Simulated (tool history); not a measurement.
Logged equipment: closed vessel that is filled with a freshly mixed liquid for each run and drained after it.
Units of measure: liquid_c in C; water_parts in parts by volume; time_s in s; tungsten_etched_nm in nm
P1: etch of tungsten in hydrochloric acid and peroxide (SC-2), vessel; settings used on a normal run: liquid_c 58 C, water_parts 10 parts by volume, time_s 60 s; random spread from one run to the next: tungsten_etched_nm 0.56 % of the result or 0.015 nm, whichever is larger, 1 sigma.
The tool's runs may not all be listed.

run,hour,liquid_c,water_parts,time_s,tungsten_etched_nm
1,8.9,58,10,60,21.14
2,26.2,58,4,60,41.979
3,39.3,58,10,30,10.478
4,51.3,58,10,60,21.015
5,59.7,69,10,85,58.538
6,70.9,58,10,60,20.961
7,82.7,58,10,60,21.099
8,91.9,58,10,60,20.891
9,105,58,10,110,38.231
10,114.9,72,10,60,49.489
11,125.8,45,10,60,8.8961
# hour 132.9: new drum of peroxide connected
12,142.9,58,10,60,20.926
13,158.8,58,18,60,12.581
14,177.5,58,10,60,21.066
15,189.3,58,10,60,21.578

Run 16, settings as shown, results not yet in. Your forecast:
16,198.4,58,10,60,?

tungsten_etched_nm: 21.972 nm
